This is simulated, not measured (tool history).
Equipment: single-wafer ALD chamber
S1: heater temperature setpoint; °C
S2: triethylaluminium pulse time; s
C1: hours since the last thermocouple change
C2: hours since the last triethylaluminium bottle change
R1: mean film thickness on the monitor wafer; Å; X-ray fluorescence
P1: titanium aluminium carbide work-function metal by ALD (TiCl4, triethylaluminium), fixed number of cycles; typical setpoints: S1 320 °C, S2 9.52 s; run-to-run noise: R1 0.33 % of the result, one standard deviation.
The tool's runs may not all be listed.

run	hour	S1	S2	C1	C2	R1
1	9.6	320	9.52	1060	382.2	21.511
2	16.8	341	9.52	1067.2	389.4	23.408
3	24.7	320	14.54	1075.1	397.3	22.312
4	34.6	299	9.52	1085	407.2	19.714
5	40.3	320	9.52	1090.7	412.9	21.477
6	45	338	5.43	1095.4	417.6	20.285
# hour 47.2: triethylaluminium bottle replaced
7	54.5	320	9.52	1104.9	7.3	21.542
8	61.7	320	9.52	1112.1	14.5	21.583
9	67	299	12.58	1117.4	19.8	20.248
10	73.3	320	3.59	1123.7	26.1	15.897
11	82.9	297	14.86	1133.3	35.7	20.239
12	89.4	320	9.52	1139.8	42.2	21.529
13	95.3	320	9.52	1145.7	48.1	21.416
14	104.6	320	9.52	1155	57.4	21.546
15	114.1	320	9.52	1164.5	66.9	21.321
16	123.7	320	9.52	1174.1	76.5	21.198
17	129.7	320	9.52	1180.1	82.5	21.279
18	134.3	320	9.52	1184.7	87.1	21.178
19	142.5	320	9.52	1192.9	95.3	21
20	151.1	320	9.52	1201.5	103.9	21.198
21	158.5	320	9.52	1208.9	111.3	21.248
22	163.3	320	9.52	1213.7	116.1	21.056

Run 23 has not been measured yet. What should we expect?
23	172.5	320	9.52	1222.9	125.3	?

Run 23 came out at R1 21.112 Å.
